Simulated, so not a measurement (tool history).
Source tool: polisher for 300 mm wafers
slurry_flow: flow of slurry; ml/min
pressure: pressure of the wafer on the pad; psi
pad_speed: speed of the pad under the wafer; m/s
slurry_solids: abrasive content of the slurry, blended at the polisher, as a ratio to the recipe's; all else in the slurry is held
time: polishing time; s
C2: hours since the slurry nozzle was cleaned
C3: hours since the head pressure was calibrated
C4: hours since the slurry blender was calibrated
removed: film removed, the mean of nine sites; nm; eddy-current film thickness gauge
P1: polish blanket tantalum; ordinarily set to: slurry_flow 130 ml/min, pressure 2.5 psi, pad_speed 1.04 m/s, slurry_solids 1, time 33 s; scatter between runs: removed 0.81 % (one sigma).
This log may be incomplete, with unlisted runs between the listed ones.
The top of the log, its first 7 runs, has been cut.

{"run": 8, "hour": 86.3, "slurry_flow": 130, "pressure": 2.5, "pad_speed": 1.04, "slurry_solids": 1.5, "time": 33, "wafers polished on this pad": 1696, "C2": 33.4, "C3": 669.9, "C4": 176.8, "removed": 88.597}
{"run": 9, "hour": 100.5, "slurry_flow": 200, "pressure": 1.2, "pad_speed": 1.04, "slurry_solids": 1, "time": 33, "wafers polished on this pad": 1855, "C2": 47.6, "C3": 684.1, "C4": 191, "removed": 41.634}
{"run": 10, "hour": 115.0, "slurry_flow": 130, "pressure": 2.5, "pad_speed": 0.46, "slurry_solids": 1, "time": 33, "wafers polished on this pad": 2018, "C2": 62.1, "C3": 698.6, "C4": 205.5, "removed": 35.903}
{"run": 11, "hour": 123.2, "slurry_flow": 130, "pressure": 2.5, "pad_speed": 1.52, "slurry_solids": 1, "time": 33, "wafers polished on this pad": 2110, "C2": 70.3, "C3": 706.8, "C4": 213.7, "removed": 117.84}
{"run": 12, "hour": 136.6, "slurry_flow": 130, "pressure": 2.5, "pad_speed": 1.04, "slurry_solids": 1, "time": 47, "wafers polished on this pad": 2260, "C2": 83.7, "C3": 720.2, "C4": 227.1, "removed": 114.32}
{"run": 13, "hour": 147.6, "slurry_flow": 130, "pressure": 2.5, "pad_speed": 1.04, "slurry_solids": 1, "time": 33, "wafers polished on this pad": 2384, "C2": 94.7, "C3": 731.2, "C4": 238.1, "removed": 80.791}
{"run": 14, "hour": 160.9, "slurry_flow": 130, "pressure": 2.5, "pad_speed": 1.04, "slurry_solids": 1, "time": 33, "wafers polished on this pad": 2533, "C2": 108, "C3": 744.5, "C4": 251.4, "removed": 80.131}
{"run": 15, "hour": 172.9, "slurry_flow": 130, "pressure": 2.5, "pad_speed": 0.66, "slurry_solids": 1, "time": 22, "wafers polished on this pad": 2668, "C2": 120, "C3": 756.5, "C4": 263.4, "removed": 33.849}
{"run": 16, "hour": 185.0, "slurry_flow": 130, "pressure": 2.5, "pad_speed": 1.04, "slurry_solids": 0.75, "time": 33, "wafers polished on this pad": 2804, "C2": 132.1, "C3": 768.6, "C4": 275.5, "removed": 74.036}
{"run": 17, "hour": 194.6, "slurry_flow": 130, "pressure": 2.5, "pad_speed": 1.04, "slurry_solids": 1, "time": 33, "wafers polished on this pad": 2911, "C2": 141.7, "C3": 778.2, "C4": 285.1, "removed": 80.469}

Run 18, settings as shown, results not yet in. Your forecast:
{"run": 18, "hour": 202.9, "slurry_flow": 205, "pressure": 2.5, "pad_speed": 1.04, "slurry_solids": 1, "time": 33, "wafers polished on this pad": 3004, "C2": 150, "C3": 786.5, "C4": 293.4, "removed": "?"}

Run 18 produced removed 86.445 nm.
